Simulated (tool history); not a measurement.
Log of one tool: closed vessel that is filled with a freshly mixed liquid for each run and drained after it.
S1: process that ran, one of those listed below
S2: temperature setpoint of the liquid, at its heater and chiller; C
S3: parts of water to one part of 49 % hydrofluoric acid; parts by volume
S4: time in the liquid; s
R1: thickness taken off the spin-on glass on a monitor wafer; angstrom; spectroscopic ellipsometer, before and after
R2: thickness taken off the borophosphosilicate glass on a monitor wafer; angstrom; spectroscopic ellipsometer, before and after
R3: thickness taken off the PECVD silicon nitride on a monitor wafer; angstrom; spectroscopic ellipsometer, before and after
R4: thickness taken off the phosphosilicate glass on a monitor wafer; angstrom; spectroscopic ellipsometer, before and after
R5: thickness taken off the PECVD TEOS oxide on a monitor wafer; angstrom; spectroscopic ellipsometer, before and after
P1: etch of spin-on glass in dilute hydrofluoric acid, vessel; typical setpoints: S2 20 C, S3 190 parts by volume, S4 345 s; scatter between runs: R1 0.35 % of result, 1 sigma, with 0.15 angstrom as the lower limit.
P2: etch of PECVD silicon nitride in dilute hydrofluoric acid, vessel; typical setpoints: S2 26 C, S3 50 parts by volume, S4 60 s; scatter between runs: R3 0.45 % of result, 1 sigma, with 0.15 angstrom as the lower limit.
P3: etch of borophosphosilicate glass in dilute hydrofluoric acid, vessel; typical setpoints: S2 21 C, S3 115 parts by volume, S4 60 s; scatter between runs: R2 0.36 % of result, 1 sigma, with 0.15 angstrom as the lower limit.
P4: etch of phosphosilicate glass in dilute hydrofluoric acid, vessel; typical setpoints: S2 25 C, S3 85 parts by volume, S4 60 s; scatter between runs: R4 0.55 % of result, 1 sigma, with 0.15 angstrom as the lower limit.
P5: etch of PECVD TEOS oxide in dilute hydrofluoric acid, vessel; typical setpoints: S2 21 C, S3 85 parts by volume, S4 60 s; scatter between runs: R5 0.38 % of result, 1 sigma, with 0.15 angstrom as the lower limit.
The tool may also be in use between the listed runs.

run,day,S1,S2,S3,S4,R1,R2,R3,R4,R5
1,0.392,P1,20,190,345,355.14,,,,
2,0.821,P1,20,35,345,2289.5,,,,
3,1.267,P3,17,115,60,,223.91,,,
4,1.817,P2,26,50,90,,,100.25,,
5,2.221,P1,20,190,625,645.63,,,,
6,2.479,P1,20,190,345,357.48,,,,
7,2.725,P2,26,50,60,,,67.488,,
8,3.104,P1,20,190,190,196.77,,,,
9,3.638,P4,25,85,60,,,,1539.9,
10,3.988,P1,17,190,345,317.14,,,,
11,4.471,P4,19,85,60,,,,1198.9,
12,4.979,P3,21,115,30,,131.26,,,
13,5.329,P1,20,190,345,357.17,,,,
14,5.788,P5,21,150,60,,,,,45.398
15,6.221,P1,27.5,190,345,471.02,,,,
16,6.488,P3,21,115,60,,264.16,,,
17,6.904,P5,17,85,60,,,,,73.188
18,7.425,P4,25,125,60,,,,991.14,
19,7.742,P4,25,85,60,,,,1524.4,
20,8.142,P1,20,190,345,357.62,,,,
21,8.471,P1,20,190,345,355.23,,,,
22,8.979,P1,26.5,190,575,755.03,,,,
23,9.267,P1,20,330,345,180.92,,,,
24,9.712,P4,25,85,30,,,,764.29,
25,10.033,P5,21,85,60,,,,,86.004
26,10.45,P3,21,115,60,,262.16,,,
27,10.85,P2,26,75,60,,,44.603,,
# day 11.254: hydrofluoric acid flow meter replaced
28,11.312,P2,32.5,50,60,,,102.33,,
29,11.617,P3,21,190,60,,147.73,,,
30,12.167,P5,21,85,60,,,,,86.103
31,12.712,P5,21,85,30,,,,,43.341
32,13.192,P1,20,190,345,355.55,,,,
33,13.738,P1,20,190,345,355.36,,,,
34,14.067,P1,20,190,345,360.98,,,,
35,14.317,P1,20,190,345,366.98,,,,
36,14.679,P1,20,190,345,368.89,,,,
37,15.142,P1,20,190,345,373.45,,,,
38,15.558,P1,20,190,345,376.93,,,,
39,15.95,P1,20,190,345,377.93,,,,
40,16.458,P1,20,190,345,375.54,,,,
41,17.012,P1,20,190,345,377.48,,,,
42,17.262,P1,20,190,345,377.32,,,,
43,17.617,P1,20,190,345,376.85,,,,

What P1 gives has crept away from where it was. These 2 causes fit the log equally well, each at the size given:
A: hydrofluoric acid flow above the setpoint (%) = 4.8
B: liquid hotter than its thermometer reads (K) = 1.44
The onset of the drift is placed at about day 13.738.

Below are 4 check runs, each on a single wafer, with their results shown as question marks. Which of them would tell the listed causes apart, meaning the causes would give clearly different results under it?
check 1,17.971,P2,30.5,50,60,,,?,,
check 2,17.971,P5,18,140,60,,,,,?
check 3,17.971,P4,25,120,30,,,,?,
check 4,17.971,P3,17,115,60,,?,,,

If the cause were each of the candidates in turn, the checks would give the following:
check,result,if A,if B
check 1,R3,94.343,98.748
check 2,R5,46.031,46.263
check 3,R4,546.6,547.51
check 4,R2,235.54,237.32
Gap, in per cent, between the two causes that each check separates least, read from the result that separates them most: check 1 4.56 %; check 2 0.5 %; check 3 0.17 %; check 4 0.75 %
Only in check 1 would the causes give clearly different results; in the remaining checks their results would be nearly the same.

Then check 1 was run and gave: R3 99.114 angstrom. Which cause is it?

The correct cause is B, namely: liquid hotter than its thermometer reads (K).

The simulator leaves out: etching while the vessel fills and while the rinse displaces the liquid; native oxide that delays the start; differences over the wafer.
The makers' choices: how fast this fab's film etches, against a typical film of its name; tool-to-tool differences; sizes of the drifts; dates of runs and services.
